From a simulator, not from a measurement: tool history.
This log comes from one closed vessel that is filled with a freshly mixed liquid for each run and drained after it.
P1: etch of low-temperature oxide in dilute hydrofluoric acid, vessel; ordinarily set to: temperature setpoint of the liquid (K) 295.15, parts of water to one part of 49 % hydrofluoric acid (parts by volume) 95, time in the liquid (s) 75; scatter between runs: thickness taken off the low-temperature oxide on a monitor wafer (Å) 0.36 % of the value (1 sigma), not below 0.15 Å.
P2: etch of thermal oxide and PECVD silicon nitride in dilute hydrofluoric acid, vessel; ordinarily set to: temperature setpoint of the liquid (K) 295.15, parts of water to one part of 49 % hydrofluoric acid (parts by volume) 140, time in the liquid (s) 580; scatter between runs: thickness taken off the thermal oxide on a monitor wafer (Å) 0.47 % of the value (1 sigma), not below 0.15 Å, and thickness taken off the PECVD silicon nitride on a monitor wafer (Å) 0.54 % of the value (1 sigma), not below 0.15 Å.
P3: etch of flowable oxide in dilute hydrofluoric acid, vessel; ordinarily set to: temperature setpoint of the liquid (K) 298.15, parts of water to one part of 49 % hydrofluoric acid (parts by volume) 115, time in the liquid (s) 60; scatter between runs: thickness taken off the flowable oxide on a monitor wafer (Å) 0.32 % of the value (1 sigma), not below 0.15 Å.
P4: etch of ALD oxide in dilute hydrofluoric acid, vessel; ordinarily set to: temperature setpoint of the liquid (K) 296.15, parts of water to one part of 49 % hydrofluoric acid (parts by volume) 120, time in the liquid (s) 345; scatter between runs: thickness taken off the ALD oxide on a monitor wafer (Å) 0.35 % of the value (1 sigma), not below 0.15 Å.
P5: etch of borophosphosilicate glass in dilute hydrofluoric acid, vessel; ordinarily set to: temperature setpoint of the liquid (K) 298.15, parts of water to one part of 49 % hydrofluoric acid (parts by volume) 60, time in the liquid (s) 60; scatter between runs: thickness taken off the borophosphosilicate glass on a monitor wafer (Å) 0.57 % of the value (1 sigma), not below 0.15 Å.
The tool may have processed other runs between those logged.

| run | hour | process that ran | temperature setpoint of the liquid (K) | parts of water to one part of 49 % hydrofluoric acid (parts by volume) | time in the liquid (s) | thickness taken off the low-temperature oxide on a monitor wafer (Å) | thickness taken off the borophosphosilicate glass on a monitor wafer (Å) | thickness taken off the thermal oxide on a monitor wafer (Å) | thickness taken off the PECVD silicon nitride on a monitor wafer (Å) | thickness taken off the ALD oxide on a monitor wafer (Å) | thickness taken off the flowable oxide on a monitor wafer (Å) |
|---|---|---|---|---|---|---|---|---|---|---|---|
| 1 | 14.8 | P1 | 295.15 | 95 | 75 | 79.662 |  |  |  |  |  |
| 2 | 31.1 | P5 | 298.15 | 60 | 60 |  | 851.83 |  |  |  |  |
| 3 | 45.4 | P2 | 295.15 | 140 | 580 |  |  | 171.70 | 148.10 |  |  |
| 4 | 61.7 | P1 | 295.15 | 95 | 115 | 122.050 |  |  |  |  |  |
| 5 | 70.5 | P1 | 295.15 | 95 | 75 | 79.843 |  |  |  |  |  |
| 6 | 86.7 | P1 | 295.15 | 95 | 75 | 79.795 |  |  |  |  |  |
| 7 | 103.6 | P2 | 295.15 | 140 | 580 |  |  | 172.63 | 148.13 |  |  |
| 8 | 118.7 | P1 | 295.15 | 95 | 30 | 31.845 |  |  |  |  |  |
| 9 | 132.7 | P1 | 295.15 | 95 | 75 | 79.329 |  |  |  |  |  |
| 10 | 147.0 | P1 | 295.15 | 95 | 75 | 79.791 |  |  |  |  |  |
| 11 | 161.2 | P1 | 300.15 | 95 | 75 | 96.960 |  |  |  |  |  |
| 12 | 173.8 | P5 | 306.15 | 60 | 60 |  | 1175.10 |  |  |  |  |
| 13 | 182.6 | P2 | 295.15 | 195 | 580 |  |  | 117.98 | 107.50 |  |  |
| 14 | 196.7 | P5 | 298.15 | 60 | 105 |  | 1492.20 |  |  |  |  |
| 15 | 204.4 | P1 | 295.15 | 45 | 75 | 179.840 |  |  |  |  |  |
| 16 | 222.0 | P4 | 296.15 | 210 | 345 |  |  |  |  | 189.24 |  |
| 17 | 236.9 | P1 | 290.15 | 95 | 135 | 117.280 |  |  |  |  |  |
| 18 | 244.8 | P4 | 296.15 | 120 | 345 |  |  |  |  | 366.08 |  |
| 19 | 262.3 | P3 | 298.15 | 60 | 60 |  |  |  |  |  | 538.45 |
| 20 | 270.2 | P4 | 290.65 | 120 | 345 |  |  |  |  | 293.42 |  |
| 21 | 283.1 | P2 | 295.15 | 140 | 985 |  |  | 293.77 | 253.30 |  |  |
| 22 | 298.2 | P3 | 298.15 | 115 | 60 |  |  |  |  |  | 261.93 |

Predict the results of run 23:
| 23 | 309.9 | P2 | 303.15 | 140 | 580 |  |  | ? | ? |  |  |

{"run 23": {"thickness taken off the thermal oxide on a monitor wafer (Å)": 233.36, "thickness taken off the PECVD silicon nitride on a monitor wafer (Å)": 248.72}}

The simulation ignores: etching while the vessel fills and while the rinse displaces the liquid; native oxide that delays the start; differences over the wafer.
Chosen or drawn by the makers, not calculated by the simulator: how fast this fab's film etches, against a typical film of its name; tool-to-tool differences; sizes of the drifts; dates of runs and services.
